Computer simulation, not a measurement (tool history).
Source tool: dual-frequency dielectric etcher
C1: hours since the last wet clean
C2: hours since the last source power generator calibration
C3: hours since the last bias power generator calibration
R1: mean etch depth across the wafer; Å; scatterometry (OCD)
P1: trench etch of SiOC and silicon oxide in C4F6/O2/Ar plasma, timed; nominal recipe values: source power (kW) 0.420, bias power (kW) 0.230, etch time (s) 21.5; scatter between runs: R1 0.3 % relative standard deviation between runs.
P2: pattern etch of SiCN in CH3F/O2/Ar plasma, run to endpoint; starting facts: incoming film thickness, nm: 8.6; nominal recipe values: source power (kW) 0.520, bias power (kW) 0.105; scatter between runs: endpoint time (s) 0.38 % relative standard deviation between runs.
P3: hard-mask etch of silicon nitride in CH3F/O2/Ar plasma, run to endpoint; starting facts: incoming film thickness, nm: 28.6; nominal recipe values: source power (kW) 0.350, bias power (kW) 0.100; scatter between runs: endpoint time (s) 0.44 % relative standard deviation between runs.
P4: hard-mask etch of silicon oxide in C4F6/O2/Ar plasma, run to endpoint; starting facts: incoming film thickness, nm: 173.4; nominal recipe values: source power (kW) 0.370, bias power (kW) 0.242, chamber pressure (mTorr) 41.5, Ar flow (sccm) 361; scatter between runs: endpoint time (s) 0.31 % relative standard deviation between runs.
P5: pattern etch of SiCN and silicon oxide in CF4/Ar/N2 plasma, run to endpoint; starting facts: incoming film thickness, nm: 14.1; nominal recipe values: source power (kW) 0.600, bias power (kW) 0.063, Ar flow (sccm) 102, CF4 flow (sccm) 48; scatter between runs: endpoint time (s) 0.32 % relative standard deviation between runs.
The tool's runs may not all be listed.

Run 1, day 0.296: process that ran P1, source power (kW) 0.420, bias power (kW) 0.230, etch time (s) 21.5; C1 275.5; C2 1308.9; C3 569.8. Result: R1 464.55 Å.
Run 2, day 0.617: process that ran P1, source power (kW) 0.420, bias power (kW) 0.230, etch time (s) 15.5; C1 283.2; C2 1316.6; C3 577.5. Result: R1 336.63 Å.
Run 3, day 0.925: process that ran P1, source power (kW) 0.420, bias power (kW) 0.230, etch time (s) 21.5; C1 290.6; C2 1324.0; C3 584.9. Result: R1 465.84 Å.
Run 4, day 1.229: process that ran P5, source power (kW) 0.600, bias power (kW) 0.063, Ar flow (sccm) 102, CF4 flow (sccm) 48; C1 297.9; C2 1331.3; C3 592.2. Result: endpoint time (s) 14.326.
Run 5, day 1.558: process that ran P5, source power (kW) 0.600, bias power (kW) 0.063, Ar flow (sccm) 102, CF4 flow (sccm) 48; C1 305.8; C2 1339.2; C3 600.1. Result: endpoint time (s) 14.189.
Run 6, day 1.983: process that ran P2, source power (kW) 0.520, bias power (kW) 0.105; C1 316.0; C2 1349.4; C3 610.3. Result: endpoint time (s) 18.546.
Run 7, day 2.338: process that ran P2, source power (kW) 0.720, bias power (kW) 0.105; C1 324.5; C2 1357.9; C3 618.8. Result: endpoint time (s) 16.380.
Run 8, day 2.633: process that ran P3, source power (kW) 0.430, bias power (kW) 0.100; C1 331.6; C2 1365.0; C3 625.9. Result: endpoint time (s) 35.173.
Run 9, day 2.950: process that ran P1, source power (kW) 0.580, bias power (kW) 0.230, etch time (s) 21.5; C1 339.2; C2 1372.6; C3 633.5. Result: R1 527.77 Å.
Run 10, day 3.304: process that ran P3, source power (kW) 0.350, bias power (kW) 0.100; C1 347.7; C2 1381.1; C3 642.0. Result: endpoint time (s) 37.782.
Run 11, day 3.738: process that ran P2, source power (kW) 0.520, bias power (kW) 0.105; C1 358.1; C2 1391.5; C3 652.4. Result: endpoint time (s) 18.341.
Run 12, day 3.967: process that ran P1, source power (kW) 0.420, bias power (kW) 0.279, etch time (s) 12.0; C1 363.6; C2 1397.0; C3 657.9. Result: R1 277.30 Å.
Run 13, day 4.208: process that ran P1, source power (kW) 0.270, bias power (kW) 0.230, etch time (s) 21.5; C1 369.4; C2 1402.8; C3 663.7. Result: R1 391.99 Å.
Run 14, day 4.633: process that ran P4, source power (kW) 0.370, bias power (kW) 0.242, Ar flow (sccm) 361, chamber pressure (mTorr) 41.5; C1 379.6; C2 1413.0; C3 673.9. Result: endpoint time (s) 54.093.
Run 15, day 5.021: process that ran P5, source power (kW) 0.600, bias power (kW) 0.063, Ar flow (sccm) 143, CF4 flow (sccm) 48; C1 388.9; C2 1422.3; C3 683.2. Result: endpoint time (s) 15.197.
Run 16, day 5.425: process that ran P1, source power (kW) 0.420, bias power (kW) 0.230, etch time (s) 28.0; C1 398.6; C2 1432.0; C3 692.9. Result: R1 605.42 Å.
Run 17, day 5.762: process that ran P1, source power (kW) 0.420, bias power (kW) 0.161, etch time (s) 21.5; C1 406.7; C2 1440.1; C3 701.0. Result: R1 416.78 Å.
Run 18, day 6.000: process that ran P1, source power (kW) 0.420, bias power (kW) 0.230, etch time (s) 21.5; C1 412.4; C2 1445.8; C3 706.7. Result: R1 465.22 Å.
Run 19, day 6.446: process that ran P4, source power (kW) 0.370, bias power (kW) 0.242, Ar flow (sccm) 361, chamber pressure (mTorr) 55.5; C1 423.1; C2 1456.5; C3 717.4. Result: endpoint time (s) 56.256.
Run 20, day 6.871: process that ran P1, source power (kW) 0.530, bias power (kW) 0.230, etch time (s) 31.0; C1 433.3; C2 1466.7; C3 727.6. Result: R1 731.08 Å.
At day 7.175: bias power generator calibrated.
Run 21, day 7.246: process that ran P2, source power (kW) 0.520, bias power (kW) 0.069; C1 442.3; C2 1475.7; C3 1.8. Result: endpoint time (s) 21.560.
Run 22, day 7.742: process that ran P4, source power (kW) 0.250, bias power (kW) 0.242, Ar flow (sccm) 361, chamber pressure (mTorr) 41.5; C1 454.2; C2 1487.6; C3 13.7. Result: endpoint time (s) 63.119.
Run 23, day 8.033: process that ran P5, source power (kW) 0.600, bias power (kW) 0.063, Ar flow (sccm) 102, CF4 flow (sccm) 58; C1 461.2; C2 1494.6; C3 20.7. Result: endpoint time (s) 13.775.
Run 24, day 8.358: process that ran P1, source power (kW) 0.420, bias power (kW) 0.230, etch time (s) 21.5; C1 469.0; C2 1502.4; C3 28.5. Result: R1 467.44 Å.
Run 25, day 8.721: process that ran P1, source power (kW) 0.420, bias power (kW) 0.230, etch time (s) 21.5; C1 477.7; C2 1511.1; C3 37.2. Result: R1 463.77 Å.
Run 26, day 9.162: process that ran P3, source power (kW) 0.350, bias power (kW) 0.138; C1 488.3; C2 1521.7; C3 47.8. Result: endpoint time (s) 33.623.

Run 27 has not been measured yet. What should we expect?
Run 27, day 9.604: process that ran P1, source power (kW) 0.420, bias power (kW) 0.230, etch time (s) 21.5; C1 498.9; C2 1532.3; C3 58.4. Result: R1 ?.

R1: 463.71 Å

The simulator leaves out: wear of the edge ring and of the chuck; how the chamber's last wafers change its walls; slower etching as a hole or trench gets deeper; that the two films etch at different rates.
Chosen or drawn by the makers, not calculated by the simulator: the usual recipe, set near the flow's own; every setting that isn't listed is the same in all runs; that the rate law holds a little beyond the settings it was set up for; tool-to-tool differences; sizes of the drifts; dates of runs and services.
